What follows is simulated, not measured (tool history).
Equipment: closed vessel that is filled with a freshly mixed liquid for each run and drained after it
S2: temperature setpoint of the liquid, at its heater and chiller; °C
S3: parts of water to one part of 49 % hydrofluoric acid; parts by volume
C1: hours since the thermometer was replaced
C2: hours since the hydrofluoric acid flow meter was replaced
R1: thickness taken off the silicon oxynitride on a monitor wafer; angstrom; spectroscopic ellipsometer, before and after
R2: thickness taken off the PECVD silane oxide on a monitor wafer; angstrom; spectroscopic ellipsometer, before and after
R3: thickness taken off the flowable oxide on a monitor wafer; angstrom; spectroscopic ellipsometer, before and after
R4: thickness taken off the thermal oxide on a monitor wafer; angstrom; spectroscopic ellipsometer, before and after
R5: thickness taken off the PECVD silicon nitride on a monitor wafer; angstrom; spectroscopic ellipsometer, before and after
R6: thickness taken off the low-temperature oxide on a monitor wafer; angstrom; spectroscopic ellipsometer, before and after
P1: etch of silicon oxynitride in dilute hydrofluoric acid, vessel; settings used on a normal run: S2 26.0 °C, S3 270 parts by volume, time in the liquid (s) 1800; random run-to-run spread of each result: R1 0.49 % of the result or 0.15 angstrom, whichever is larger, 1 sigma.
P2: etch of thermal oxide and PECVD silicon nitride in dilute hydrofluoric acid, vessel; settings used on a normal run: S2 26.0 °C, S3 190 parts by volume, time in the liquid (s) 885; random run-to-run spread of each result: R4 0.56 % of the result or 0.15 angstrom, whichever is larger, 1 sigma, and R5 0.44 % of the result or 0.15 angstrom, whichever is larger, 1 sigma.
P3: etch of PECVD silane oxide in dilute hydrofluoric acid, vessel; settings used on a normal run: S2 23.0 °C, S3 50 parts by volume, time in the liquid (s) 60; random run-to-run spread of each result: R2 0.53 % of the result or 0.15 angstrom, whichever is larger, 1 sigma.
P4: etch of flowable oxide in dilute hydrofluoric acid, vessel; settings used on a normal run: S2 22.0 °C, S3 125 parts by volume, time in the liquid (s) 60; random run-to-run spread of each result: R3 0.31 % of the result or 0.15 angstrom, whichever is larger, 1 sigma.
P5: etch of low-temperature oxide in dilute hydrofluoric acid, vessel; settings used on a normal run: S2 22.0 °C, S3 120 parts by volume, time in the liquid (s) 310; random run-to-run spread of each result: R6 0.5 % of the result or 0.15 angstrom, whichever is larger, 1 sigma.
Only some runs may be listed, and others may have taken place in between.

run 1 hour=3.7 | process_that_ran=P1 S2=26.0 S3=270 time_in_the_liquid_(s)=1800 | C1=567.5 C2=393.4 | R1=94.1330
run 2 hour=9.4 | process_that_ran=P1 S2=26.0 S3=270 time_in_the_liquid_(s)=1800 | C1=573.2 C2=399.1 | R1=93.3130
run 3 hour=14.7 | process_that_ran=P3 S2=23.0 S3=50 time_in_the_liquid_(s)=60 | C1=578.5 C2=404.4 | R2=339.94
run 4 hour=20.7 | process_that_ran=P4 S2=22.0 S3=125 time_in_the_liquid_(s)=105 | C1=584.5 C2=410.4 | R3=406.63
run 5 hour=24.8 | process_that_ran=P4 S2=22.0 S3=125 time_in_the_liquid_(s)=60 | C1=588.6 C2=414.5 | R3=234.72
run 6 hour=29.1 | process_that_ran=P1 S2=26.0 S3=445 time_in_the_liquid_(s)=1800 | C1=592.9 C2=418.8 | R1=49.8260
run 7 hour=34.1 | process_that_ran=P3 S2=18.0 S3=50 time_in_the_liquid_(s)=60 | C1=597.9 C2=423.8 | R2=272.56
run 8 hour=39.1 | process_that_ran=P2 S2=26.0 S3=270 time_in_the_liquid_(s)=885 | C1=602.9 C2=428.8 | R4=145.09 R5=84.509
run 9 hour=42.4 | process_that_ran=P1 S2=26.0 S3=270 time_in_the_liquid_(s)=1800 | C1=606.2 C2=432.1 | R1=93.8640
run 10 hour=46.0 | process_that_ran=P5 S2=22.0 S3=120 time_in_the_liquid_(s)=310 | C1=609.8 C2=435.7 | R6=514.12
run 11 hour=49.1 | process_that_ran=P1 S2=26.0 S3=270 time_in_the_liquid_(s)=1800 | C1=612.9 C2=438.8 | R1=94.3050
run 12 hour=54.1 | process_that_ran=P2 S2=26.0 S3=190 time_in_the_liquid_(s)=885 | C1=617.9 C2=443.8 | R4=226.40 R5=120.580
run 13 hour=59.4 | process_that_ran=P5 S2=30.0 S3=120 time_in_the_liquid_(s)=310 | C1=623.2 C2=449.1 | R6=697.87
run 14 hour=63.7 | process_that_ran=P1 S2=26.0 S3=270 time_in_the_liquid_(s)=1800 | C1=627.5 C2=453.4 | R1=93.9520
run 15 hour=68.8 | process_that_ran=P3 S2=23.0 S3=85 time_in_the_liquid_(s)=60 | C1=632.6 C2=458.5 | R2=189.08
run 16 hour=74.5 | process_that_ran=P1 S2=31.0 S3=270 time_in_the_liquid_(s)=1800 | C1=638.3 C2=464.2 | R1=115.9800
run 17 hour=80.5 | process_that_ran=P1 S2=26.0 S3=270 time_in_the_liquid_(s)=1800 | C1=644.3 C2=470.2 | R1=93.9030
run 18 hour=84.1 | process_that_ran=P5 S2=22.0 S3=175 time_in_the_liquid_(s)=310 | C1=647.9 C2=473.8 | R6=331.42
run 19 hour=89.2 | process_that_ran=P3 S2=23.0 S3=50 time_in_the_liquid_(s)=30 | C1=653.0 C2=478.9 | R2=170.54
run 20 hour=95.9 | process_that_ran=P1 S2=26.0 S3=380 time_in_the_liquid_(s)=610 | C1=659.7 C2=485.6 | R1=21.0670
run 21 hour=99.0 | process_that_ran=P5 S2=22.0 S3=120 time_in_the_liquid_(s)=595 | C1=662.8 C2=488.7 | R6=995.05
run 22 hour=102.9 | process_that_ran=P2 S2=26.0 S3=190 time_in_the_liquid_(s)=450 | C1=666.7 C2=492.6 | R4=116.14 R5=61.212
run 23 hour=108.2 | process_that_ran=P1 S2=26.0 S3=110 time_in_the_liquid_(s)=1800 | C1=672.0 C2=497.9 | R1=260.1900
run 24 hour=113.1 | process_that_ran=P4 S2=22.0 S3=180 time_in_the_liquid_(s)=60 | C1=676.9 C2=502.8 | R3=153.00
run 25 hour=118.8 | process_that_ran=P1 S2=21.0 S3=270 time_in_the_liquid_(s)=1800 | C1=682.6 C2=508.5 | R1=75.3990
run 26 hour=124.9 | process_that_ran=P2 S2=26.0 S3=190 time_in_the_liquid_(s)=885 | C1=688.7 C2=514.6 | R4=225.96 R5=119.400
run 27 hour=129.0 | process_that_ran=P4 S2=28.0 S3=125 time_in_the_liquid_(s)=60 | C1=692.8 C2=518.7 | R3=293.38
run 28 hour=135.0 | process_that_ran=P2 S2=31.5 S3=190 time_in_the_liquid_(s)=885 | C1=698.8 C2=524.7 | R4=278.93 R5=168.230
run 29 hour=138.5 | process_that_ran=P1 S2=26.0 S3=270 time_in_the_liquid_(s)=140 | C1=702.3 C2=528.2 | R1=7.3948
run 30 hour=142.3 | process_that_ran=P1 S2=26.0 S3=270 time_in_the_liquid_(s)=3535 | C1=706.1 C2=532.0 | R1=184.4700
run 31 hour=145.3 | process_that_ran=P1 S2=26.0 S3=270 time_in_the_liquid_(s)=1800 | C1=709.1 C2=535.0 | R1=93.4510
run 32 hour=151.7 | process_that_ran=P1 S2=26.0 S3=270 time_in_the_liquid_(s)=1800 | C1=715.5 C2=541.4 | R1=94.0730
run 33 hour=155.5 | process_that_ran=P1 S2=26.0 S3=270 time_in_the_liquid_(s)=1800 | C1=719.3 C2=545.2 | R1=96.5430
run 34 hour=160.2 | process_that_ran=P1 S2=26.0 S3=270 time_in_the_liquid_(s)=1800 | C1=724.0 C2=549.9 | R1=98.4440
run 35 hour=164.1 | process_that_ran=P1 S2=26.0 S3=270 time_in_the_liquid_(s)=1800 | C1=727.9 C2=553.8 | R1=100.0700
run 36 hour=168.9 | process_that_ran=P1 S2=26.0 S3=270 time_in_the_liquid_(s)=1800 | C1=732.7 C2=558.6 | R1=100.7600
run 37 hour=175.2 | process_that_ran=P1 S2=26.0 S3=270 time_in_the_liquid_(s)=1800 | C1=739.0 C2=564.9 | R1=101.8400
run 38 hour=179.6 | process_that_ran=P1 S2=26.0 S3=270 time_in_the_liquid_(s)=1800 | C1=743.4 C2=569.3 | R1=102.5000
run 39 hour=185.4 | process_that_ran=P1 S2=26.0 S3=270 time_in_the_liquid_(s)=1800 | C1=749.2 C2=575.1 | R1=102.8600
run 40 hour=188.3 | process_that_ran=P1 S2=26.0 S3=270 time_in_the_liquid_(s)=1800 | C1=752.1 C2=578.0 | R1=102.6700
run 41 hour=195.0 | process_that_ran=P1 S2=26.0 S3=270 time_in_the_liquid_(s)=1800 | C1=758.8 C2=584.7 | R1=103.5900
run 42 hour=200.3 | process_that_ran=P1 S2=26.0 S3=270 time_in_the_liquid_(s)=1800 | C1=764.1 C2=590.0 | R1=102.3900

The output of P1 has drifted from where it used to be. Each of the 2 causes below, taken at the size shown beside it, accounts for the log equally well:
A: liquid hotter than its thermometer reads (K) = 2.26
B: hydrofluoric acid flow above the setpoint (%) = 8.15
The creep began at about hour 151.7.

4 check runs are offered, one wafer each, their results left as question marks. Which one tells the causes apart?
run check 1 hour=205.6 | process_that_ran=P3 S2=23.0 S3=50 time_in_the_liquid_(s)=60 | R2=?
run check 2 hour=205.6 | process_that_ran=P4 S2=22.0 S3=125 time_in_the_liquid_(s)=60 | R3=?
run check 3 hour=205.6 | process_that_ran=P2 S2=26.0 S3=190 time_in_the_liquid_(s)=885 | R4=? R5=?
run check 4 hour=205.6 | process_that_ran=P5 S2=22.0 S3=120 time_in_the_liquid_(s)=310 | R6=?

What each check would give under each cause:
check=check_1 result=R2 if_A=371.54 if_B=367.98
check=check_2 result=R3 if_A=255.22 if_B=255.32
check=check_3 result=R4 if_A=247.15 if_B=250.52
check=check_3 result=R5 if_A=138.040 if_B=129.850
check=check_4 result=R6 if_A=563.35 if_B=563.17
Smallest distance between any two causes, each pair judged by its most separating result, in per cent: check 1 0.96 %; check 2 0.04 %; check 3 6.11 %; check 4 0.03 %
The other checks would show nearly matching results whichever cause is true, so check 3 is the only one that separates the causes.

With check 3 done, the readings were: R4 250.91 angstrom; R5 130.730 angstrom. Identify which of the listed causes applies.

It was cause B: hydrofluoric acid flow above the setpoint (%).
